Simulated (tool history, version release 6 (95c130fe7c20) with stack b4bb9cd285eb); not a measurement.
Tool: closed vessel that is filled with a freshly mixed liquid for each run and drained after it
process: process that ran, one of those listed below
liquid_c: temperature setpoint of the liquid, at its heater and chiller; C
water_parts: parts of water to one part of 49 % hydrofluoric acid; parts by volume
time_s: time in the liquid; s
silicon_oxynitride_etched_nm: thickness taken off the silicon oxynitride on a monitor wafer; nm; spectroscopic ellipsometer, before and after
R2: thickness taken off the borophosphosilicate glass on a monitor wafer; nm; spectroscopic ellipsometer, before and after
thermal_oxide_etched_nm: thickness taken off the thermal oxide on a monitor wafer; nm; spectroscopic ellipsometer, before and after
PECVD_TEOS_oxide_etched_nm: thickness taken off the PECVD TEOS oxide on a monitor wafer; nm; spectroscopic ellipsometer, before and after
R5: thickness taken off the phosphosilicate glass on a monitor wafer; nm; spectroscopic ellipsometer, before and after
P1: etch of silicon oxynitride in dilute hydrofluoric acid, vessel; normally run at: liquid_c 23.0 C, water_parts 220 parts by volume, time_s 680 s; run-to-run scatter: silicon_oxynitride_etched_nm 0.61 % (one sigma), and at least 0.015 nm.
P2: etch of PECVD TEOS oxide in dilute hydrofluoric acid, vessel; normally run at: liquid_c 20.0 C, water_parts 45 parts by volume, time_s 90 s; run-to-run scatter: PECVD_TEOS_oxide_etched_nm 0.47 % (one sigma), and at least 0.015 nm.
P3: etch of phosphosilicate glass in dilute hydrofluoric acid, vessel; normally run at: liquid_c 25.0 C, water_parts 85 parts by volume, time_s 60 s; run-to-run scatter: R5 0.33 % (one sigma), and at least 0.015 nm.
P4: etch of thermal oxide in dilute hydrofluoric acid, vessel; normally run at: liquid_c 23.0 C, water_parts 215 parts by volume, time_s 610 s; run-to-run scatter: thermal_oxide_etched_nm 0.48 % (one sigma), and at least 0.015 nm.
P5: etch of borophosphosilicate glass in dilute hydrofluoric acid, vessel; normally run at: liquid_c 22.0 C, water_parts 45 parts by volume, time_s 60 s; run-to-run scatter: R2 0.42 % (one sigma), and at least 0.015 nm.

run 1 day=0.517 | process=P1 liquid_c=23.0 water_parts=220 time_s=680 | silicon_oxynitride_etched_nm=4.1855
run 2 day=0.912 | process=P5 liquid_c=22.0 water_parts=45 time_s=105 | R2=141.880
run 3 day=1.217 | process=P4 liquid_c=23.0 water_parts=215 time_s=1205 | thermal_oxide_etched_nm=23.9000
run 4 day=1.467 | process=P1 liquid_c=23.0 water_parts=220 time_s=680 | silicon_oxynitride_etched_nm=4.2557
run 5 day=1.729 | process=P2 liquid_c=17.0 water_parts=45 time_s=90 | PECVD_TEOS_oxide_etched_nm=14.0790
run 6 day=2.017 | process=P1 liquid_c=23.0 water_parts=400 time_s=680 | silicon_oxynitride_etched_nm=2.0452
run 7 day=2.421 | process=P1 liquid_c=23.0 water_parts=70 time_s=680 | silicon_oxynitride_etched_nm=15.0060
run 8 day=2.729 | process=P1 liquid_c=17.0 water_parts=220 time_s=680 | silicon_oxynitride_etched_nm=3.1806
run 9 day=3.112 | process=P1 liquid_c=30.0 water_parts=115 time_s=680 | silicon_oxynitride_etched_nm=11.9960
run 10 day=3.588 | process=P3 liquid_c=19.5 water_parts=85 time_s=60 | R5=112.840
run 11 day=4.025 | process=P1 liquid_c=23.0 water_parts=220 time_s=160 | silicon_oxynitride_etched_nm=1.0061
run 12 day=4.400 | process=P2 liquid_c=20.0 water_parts=45 time_s=30 | PECVD_TEOS_oxide_etched_nm=5.2793
run 13 day=4.679 | process=P4 liquid_c=23.0 water_parts=215 time_s=610 | thermal_oxide_etched_nm=12.1780
run 14 day=4.933 | process=P3 liquid_c=25.0 water_parts=85 time_s=30 | R5=70.724
run 15 day=5.392 | process=P4 liquid_c=23.0 water_parts=215 time_s=610 | thermal_oxide_etched_nm=12.2620
run 16 day=5.896 | process=P1 liquid_c=23.0 water_parts=220 time_s=1040 | silicon_oxynitride_etched_nm=6.4931
run 17 day=6.383 | process=P1 liquid_c=27.0 water_parts=220 time_s=680 | silicon_oxynitride_etched_nm=5.0705
run 18 day=6.771 | process=P5 liquid_c=17.0 water_parts=45 time_s=60 | R2=65.179
run 19 day=7.296 | process=P4 liquid_c=23.0 water_parts=380 time_s=610 | thermal_oxide_etched_nm=5.8817
run 20 day=7.712 | process=P4 liquid_c=29.0 water_parts=215 time_s=610 | thermal_oxide_etched_nm=14.9780
run 21 day=8.088 | process=P3 liquid_c=25.0 water_parts=20 time_s=60 | R5=653.100
run 22 day=8.529 | process=P2 liquid_c=20.0 water_parts=45 time_s=90 | PECVD_TEOS_oxide_etched_nm=15.8920
run 23 day=8.796 | process=P5 liquid_c=22.0 water_parts=45 time_s=60 | R2=80.674
run 24 day=9.212 | process=P1 liquid_c=23.0 water_parts=220 time_s=680 | silicon_oxynitride_etched_nm=4.2025
run 25 day=9.525 | process=P5 liquid_c=22.0 water_parts=65 time_s=60 | R2=54.917
run 26 day=9.875 | process=P1 liquid_c=31.0 water_parts=45 time_s=680 | silicon_oxynitride_etched_nm=34.5830
run 27 day=10.312 | process=P3 liquid_c=25.0 water_parts=85 time_s=60 | R5=141.180
run 28 day=10.554 | process=P2 liquid_c=20.0 water_parts=65 time_s=90 | PECVD_TEOS_oxide_etched_nm=10.7520
run 29 day=11.021 | process=P1 liquid_c=23.0 water_parts=220 time_s=680 | silicon_oxynitride_etched_nm=4.2436
run 30 day=11.458 | process=P1 liquid_c=23.0 water_parts=220 time_s=680 | silicon_oxynitride_etched_nm=4.1816
run 31 day=11.792 | process=P2 liquid_c=20.0 water_parts=45 time_s=90 | PECVD_TEOS_oxide_etched_nm=15.9100
run 32 day=12.092 | process=P1 liquid_c=23.0 water_parts=220 time_s=680 | silicon_oxynitride_etched_nm=4.2242
run 33 day=12.358 | process=P1 liquid_c=23.0 water_parts=220 time_s=680 | silicon_oxynitride_etched_nm=4.2082
run 34 day=12.808 | process=P1 liquid_c=23.0 water_parts=220 time_s=680 | silicon_oxynitride_etched_nm=4.3241
run 35 day=13.142 | process=P1 liquid_c=23.0 water_parts=220 time_s=680 | silicon_oxynitride_etched_nm=4.3982
run 36 day=13.562 | process=P1 liquid_c=23.0 water_parts=220 time_s=680 | silicon_oxynitride_etched_nm=4.4413
run 37 day=13.804 | process=P1 liquid_c=23.0 water_parts=220 time_s=680 | silicon_oxynitride_etched_nm=4.5100
run 38 day=14.154 | process=P1 liquid_c=23.0 water_parts=220 time_s=680 | silicon_oxynitride_etched_nm=4.4876
run 39 day=14.629 | process=P1 liquid_c=23.0 water_parts=220 time_s=680 | silicon_oxynitride_etched_nm=4.5316

What P1 gives has crept away from where it was. These 2 causes fit the log equally well, each at the size given:
A: liquid hotter than its thermometer reads (K) = 1.52
B: hydrofluoric acid flow above the setpoint (%) = 6.01
The creep began at about day 12.358.

4 check runs are offered, each on 2 wafers whose results are averaged, their results left as question marks. Which one tells the causes apart?
run check 1 day=15.104 | process=P5 liquid_c=22.0 water_parts=60 time_s=95 | R2=?
run check 2 day=15.104 | process=P3 liquid_c=25.0 water_parts=85 time_s=30 | R5=?
run check 3 day=15.104 | process=P4 liquid_c=28.0 water_parts=355 time_s=610 | thermal_oxide_etched_nm=?
run check 4 day=15.104 | process=P2 liquid_c=17.0 water_parts=45 time_s=90 | PECVD_TEOS_oxide_etched_nm=?

What each check would give under each cause:
check=check_1 result=R2 if_A=100.370 if_B=100.360
check=check_2 result=R5 if_A=75.019 if_B=75.369
check=check_3 result=thermal_oxide_etched_nm if_A=7.9265 if_B=8.1738
check=check_4 result=PECVD_TEOS_oxide_etched_nm if_A=14.9200 if_B=14.8500
How far apart the two closest causes lie, in the result that separates them most: check 1 0.01 %; check 2 0.47 %; check 3 3.07 %; check 4 0.47 %
Check 3 tells the causes apart: in the others they would give nearly the same result.

Check 3 was then run and gave: thermal_oxide_etched_nm 7.9451 nm. Which cause is it?

It is A: liquid hotter than its thermometer reads (K).

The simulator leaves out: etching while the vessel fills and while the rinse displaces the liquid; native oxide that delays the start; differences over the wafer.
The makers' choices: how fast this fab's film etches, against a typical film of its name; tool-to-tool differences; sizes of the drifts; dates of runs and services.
